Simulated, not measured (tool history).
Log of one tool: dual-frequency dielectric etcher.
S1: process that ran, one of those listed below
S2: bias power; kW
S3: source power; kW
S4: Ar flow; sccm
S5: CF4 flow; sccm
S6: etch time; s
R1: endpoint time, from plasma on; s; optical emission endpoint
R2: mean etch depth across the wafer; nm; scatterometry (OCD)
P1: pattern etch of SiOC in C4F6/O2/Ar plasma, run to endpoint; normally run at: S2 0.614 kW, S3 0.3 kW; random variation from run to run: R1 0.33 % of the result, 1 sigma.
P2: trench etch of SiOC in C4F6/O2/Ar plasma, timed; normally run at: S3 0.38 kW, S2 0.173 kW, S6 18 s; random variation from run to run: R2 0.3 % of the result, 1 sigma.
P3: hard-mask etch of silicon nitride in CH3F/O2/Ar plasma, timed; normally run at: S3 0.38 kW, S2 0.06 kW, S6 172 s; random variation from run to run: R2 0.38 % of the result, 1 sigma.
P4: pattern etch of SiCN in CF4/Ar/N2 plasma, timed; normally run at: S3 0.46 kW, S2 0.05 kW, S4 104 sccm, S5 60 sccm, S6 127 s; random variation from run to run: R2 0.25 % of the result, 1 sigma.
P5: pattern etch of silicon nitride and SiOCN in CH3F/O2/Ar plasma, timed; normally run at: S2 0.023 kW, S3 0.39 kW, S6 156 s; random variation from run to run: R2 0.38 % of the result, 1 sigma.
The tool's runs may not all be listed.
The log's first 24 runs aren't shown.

{"run": 25, "hour": 81.0, "S1": "P1", "S2": 0.614, "S3": 0.3, "R1": 11.476}
{"run": 26, "hour": 85.4, "S1": "P1", "S2": 0.614, "S3": 0.3, "R1": 11.505}
{"run": 27, "hour": 88.9, "S1": "P5", "S2": 0.023, "S3": 0.39, "S6": 156, "R2": 21.347}
{"run": 28, "hour": 91.7, "S1": "P3", "S2": 0.06, "S3": 0.47, "S6": 172, "R2": 120.41}
{"run": 29, "hour": 94.2, "S1": "P2", "S2": 0.173, "S3": 0.38, "S6": 18, "R2": 37.157}
{"run": 30, "hour": 98.7, "S1": "P5", "S2": 0.023, "S3": 0.39, "S6": 156, "R2": 21.288}
{"run": 31, "hour": 101.0, "S1": "P2", "S2": 0.173, "S3": 0.38, "S6": 18, "R2": 37.001}
{"run": 32, "hour": 103.7, "S1": "P2", "S2": 0.173, "S3": 0.5, "S6": 18, "R2": 41.328}
{"run": 33, "hour": 106.0, "S1": "P1", "S2": 0.614, "S3": 0.3, "R1": 11.505}
{"run": 34, "hour": 110.2, "S1": "P1", "S2": 0.614, "S3": 0.3, "R1": 11.521}
{"run": 35, "hour": 113.6, "S1": "P1", "S2": 0.614, "S3": 0.3, "R1": 11.486}
{"run": 36, "hour": 117.9, "S1": "P1", "S2": 0.614, "S3": 0.3, "R1": 11.373}
{"run": 37, "hour": 120.0, "S1": "P1", "S2": 0.614, "S3": 0.3, "R1": 11.315}
{"hour": 121.8, "done": "wet clean of the chamber"}
{"run": 38, "hour": 122.6, "S1": "P1", "S2": 0.614, "S3": 0.3, "R1": 11.357}

The next listed run, before its measurement:
{"run": 39, "hour": 125.4, "S1": "P1", "S2": 0.614, "S3": 0.3, "R1": "?"}

{"run 39": {"R1": 11.365}}
